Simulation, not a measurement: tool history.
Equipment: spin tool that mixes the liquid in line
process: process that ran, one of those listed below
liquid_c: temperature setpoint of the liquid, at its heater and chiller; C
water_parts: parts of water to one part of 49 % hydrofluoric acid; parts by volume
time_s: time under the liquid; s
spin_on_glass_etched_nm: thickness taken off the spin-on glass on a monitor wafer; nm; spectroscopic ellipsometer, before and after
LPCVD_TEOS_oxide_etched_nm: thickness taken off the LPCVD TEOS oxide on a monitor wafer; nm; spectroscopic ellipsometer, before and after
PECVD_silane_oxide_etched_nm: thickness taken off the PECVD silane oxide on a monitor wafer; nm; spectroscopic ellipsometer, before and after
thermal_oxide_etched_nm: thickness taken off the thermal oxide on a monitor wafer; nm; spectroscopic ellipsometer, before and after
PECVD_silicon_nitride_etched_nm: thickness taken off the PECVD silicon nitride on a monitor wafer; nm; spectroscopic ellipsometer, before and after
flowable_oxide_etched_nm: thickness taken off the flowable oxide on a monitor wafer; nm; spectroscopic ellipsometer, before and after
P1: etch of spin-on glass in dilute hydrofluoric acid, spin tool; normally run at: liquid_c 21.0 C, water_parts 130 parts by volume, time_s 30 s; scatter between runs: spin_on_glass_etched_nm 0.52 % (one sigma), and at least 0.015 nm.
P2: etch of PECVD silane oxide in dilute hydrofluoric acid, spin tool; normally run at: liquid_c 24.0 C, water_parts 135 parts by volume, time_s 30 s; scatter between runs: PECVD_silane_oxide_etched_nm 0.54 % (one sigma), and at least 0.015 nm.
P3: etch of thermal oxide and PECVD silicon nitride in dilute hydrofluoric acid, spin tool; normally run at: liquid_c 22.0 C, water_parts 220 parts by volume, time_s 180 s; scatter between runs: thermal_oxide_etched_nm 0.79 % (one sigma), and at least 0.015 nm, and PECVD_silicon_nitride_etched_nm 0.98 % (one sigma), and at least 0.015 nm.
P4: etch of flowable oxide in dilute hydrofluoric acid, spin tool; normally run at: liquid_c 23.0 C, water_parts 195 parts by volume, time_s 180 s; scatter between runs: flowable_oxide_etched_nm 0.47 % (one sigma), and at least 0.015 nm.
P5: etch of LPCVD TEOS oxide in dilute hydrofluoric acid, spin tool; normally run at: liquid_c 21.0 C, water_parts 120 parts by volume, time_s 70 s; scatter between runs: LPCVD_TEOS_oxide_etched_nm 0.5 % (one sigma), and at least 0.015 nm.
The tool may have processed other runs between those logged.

run	day	process	liquid_c	water_parts	time_s	spin_on_glass_etched_nm	LPCVD_TEOS_oxide_etched_nm	PECVD_silane_oxide_etched_nm	thermal_oxide_etched_nm	PECVD_silicon_nitride_etched_nm	flowable_oxide_etched_nm
1	0.450	P1	21.0	130	30	6.2785					
2	0.733	P5	28.0	120	70		11.2530				
3	1.121	P2	24.0	135	30			6.1944			
4	1.567	P3	22.0	220	315				5.6618	3.6734	
5	1.979	P2	24.0	55	30			17.1470			
6	2.404	P2	29.0	135	30			7.5457			
7	2.858	P4	23.0	195	180						36.768
8	3.233	P1	21.0	130	15	3.1186					
9	3.571	P1	21.0	130	50	10.3550					
10	4.079	P1	21.0	130	30	6.2530					
11	4.358	P1	21.0	130	30	6.2121					
12	4.875	P4	23.0	115	180						69.014
13	5.225	P3	17.0	220	180				2.6311	1.4817	
14	5.488	P5	21.0	120	70		8.5738				
15	5.912	P4	23.0	195	180						36.935
16	6.350	P2	24.0	135	55			11.5420			
17	6.896	P1	17.0	130	30	5.3268					
18	7.288	P4	17.0	195	180						29.455
19	7.667	P1	21.0	130	30	6.2763					
20	7.954	P1	21.0	225	30	3.2945					
21	8.246	P1	29.5	130	30	8.6729					
22	8.492	P5	21.0	120	115		14.2010				
23	8.842	P3	22.0	340	180				1.8448	1.3451	
24	9.308	P1	21.0	65	30	13.4860					
25	9.800	P3	22.0	220	180				3.2181	2.1085	
26	10.329	P1	21.0	130	30	6.2725					
27	10.842	P5	21.0	40	70		28.4430				
28	11.125	P4	23.0	195	290						59.465
# day 11.217: thermometer replaced
29	11.450	P3	22.0	220	180				3.1993	2.0256	
30	11.929	P1	17.0	90	30	7.9978					
31	12.488	P1	21.0	130	30	6.1999					
32	13.012	P1	21.0	130	30	6.0214					
33	13.258	P1	21.0	130	30	5.9172					
34	13.542	P1	21.0	130	30	5.8534					

Run 35 comes next. What will it give?
35	13.933	P1	21.0	130	30	?					

spin_on_glass_etched_nm: 5.7755 nm

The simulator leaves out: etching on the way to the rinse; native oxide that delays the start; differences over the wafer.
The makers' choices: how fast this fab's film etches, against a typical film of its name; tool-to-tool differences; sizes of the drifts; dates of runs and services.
